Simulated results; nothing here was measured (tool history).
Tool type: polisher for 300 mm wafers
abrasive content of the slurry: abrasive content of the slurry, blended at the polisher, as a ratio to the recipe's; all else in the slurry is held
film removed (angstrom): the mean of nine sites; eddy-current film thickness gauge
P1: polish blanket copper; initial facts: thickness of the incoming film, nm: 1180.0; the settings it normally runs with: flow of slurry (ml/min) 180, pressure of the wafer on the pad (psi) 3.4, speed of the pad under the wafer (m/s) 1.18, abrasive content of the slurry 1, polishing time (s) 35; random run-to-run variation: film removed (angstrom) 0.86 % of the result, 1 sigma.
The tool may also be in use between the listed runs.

run	day	flow of slurry (ml/min)	pressure of the wafer on the pad (psi)	speed of the pad under the wafer (m/s)	abrasive content of the slurry	polishing time (s)	wafers polished on this pad	hours since the slurry nozzle was cleaned	hours since the head pressure was calibrated	hours since the slurry blender was calibrated	film removed (angstrom)
1	0.162	180	3.4	1.18	1	35	419	229.1	393.1	101.6	1210.2
2	0.333	180	3.4	1.18	0.75	35	453	233.2	397.2	105.7	1101.1
# day 0.421: head pressure recalibrated
3	0.5	180	4.7	1.18	1	35	486	237.2	1.9	109.7	1648.1
4	0.662	135	3.4	1.18	1	46	518	241.1	5.8	113.6	1510.9
5	0.804	110	3.4	1.18	1	35	546	244.5	9.2	117	1069
6	0.979	180	3.4	1.18	1	53	580	248.7	13.4	121.2	1821.5
7	1.071	180	3.4	1.18	1.35	35	598	250.9	15.6	123.4	1284.8
# day 1.138: slurry blender recalibrated
8	1.25	180	3.4	1.18	1	35	633	255.2	19.9	2.7	1202.8
9	1.4	180	3.4	1.18	1	35	663	258.8	23.5	6.3	1177.2
10	1.596	180	3.4	0.6	1	35	701	263.5	28.2	11	605.25
11	1.692	285	3.4	1.18	1	35	720	265.8	30.5	13.3	1271.1
# day 1.742: slurry nozzle cleaned
12	1.796	180	3.4	1.18	1	17	741	1.4	33	15.8	572.1
13	2	180	3.4	1.82	1	35	781	6.3	37.9	20.7	1841.3
14	2.212	110	3.4	1.18	0.65	35	823	11.4	43	25.8	991.46
15	2.329	180	3.4	1.18	1	35	846	14.2	45.8	28.6	1193.3
16	2.517	180	3.4	1.18	1	35	883	18.7	50.3	33.1	1186.1
17	2.654	180	1.6	1.18	1	35	910	22	53.6	36.4	561.69
18	2.867	180	3.4	1.18	1	35	952	27.1	58.7	41.5	1178
19	3.05	180	3.4	1.18	1	35	988	31.5	63.1	45.9	1191.9
20	3.167	180	3.4	1.18	1	35	1011	34.3	65.9	48.7	1181.8
21	3.267	180	3.4	1.18	1	35	1030	36.7	68.3	51.1	1160
22	3.425	180	3.4	1.18	1	35	1061	40.5	72.1	54.9	1135.6
23	3.575	180	3.4	1.18	1	35	1091	44.1	75.7	58.5	1128.6
24	3.688	180	3.4	1.18	1	35	1113	46.8	78.4	61.2	1132.3
# day 3.738: worn pad replaced by a new one
# day 3.758: slurry blender recalibrated
25	3.783	180	3.4	1.18	1	35	9	49.1	80.7	0.6	1090.2
26	3.946	180	3.4	1.18	1	35	41	53	84.6	4.5	1094.4
27	4.05	180	3.4	1.18	1	35	62	55.5	87.1	7	1106.7
28	4.196	180	3.4	1.18	1	35	90	59	90.6	10.5	1094.9
29	4.3	180	3.4	1.18	1	35	111	61.5	93.1	13	1096.7
30	4.492	180	3.4	1.18	1	35	149	66.1	97.7	17.6	1098.7
31	4.604	180	3.4	1.18	1	35	171	68.8	100.4	20.3	1092.5

P1 has crept away from where it was. The log is fitted equally well by each of these 2 causes, at the sizes shown:
A: head's pressure below its setpoint, % = 7.98
B: slurry flow missing at the pad, % = 36.7
The drift started at roughly day 3.167.
Every other cause this tool's parts could produce, and why it does not fit the log:
removal rate lost through wear of the pad, %: serviced at day 3.738, after the change had begun; the process did not return to its earlier output
abrasive missing from the slurry, %: serviced at day 3.758, after the change had begun; the process did not return to its earlier output

Of the 4 check runs below, each run on 3 wafers with the results averaged and each result still a question mark, which one would tell the listed causes apart?
check 1	4.717	180	3.4	1.82	1	35					?
check 2	4.717	180	3.4	1.5	1	52					?
check 3	4.717	120	3.4	1.52	1	35					?
check 4	4.717	180	1.9	1.18	1	20					?

What every check run would give for each of its results, assuming each possible cause in turn:
check	result	if A	if B
check 1	film removed (angstrom)	1687.8	1687.6
check 2	film removed (angstrom)	2066.7	2066.4
check 3	film removed (angstrom)	1311.6	1264.6
check 4	film removed (angstrom)	349.43	349.39
Separation of the two closest causes in each check, using whichever result separates them best: check 1 0.01 %; check 2 0.01 %; check 3 3.65 %; check 4 0.01 %
The other checks would show nearly matching results whichever cause is true, so check 3 is the only one that separates the causes.

After running check 3, the following was obtained: film removed (angstrom) 1313.7. Which cause does this point to?

The cause is A: head's pressure below its setpoint, %.

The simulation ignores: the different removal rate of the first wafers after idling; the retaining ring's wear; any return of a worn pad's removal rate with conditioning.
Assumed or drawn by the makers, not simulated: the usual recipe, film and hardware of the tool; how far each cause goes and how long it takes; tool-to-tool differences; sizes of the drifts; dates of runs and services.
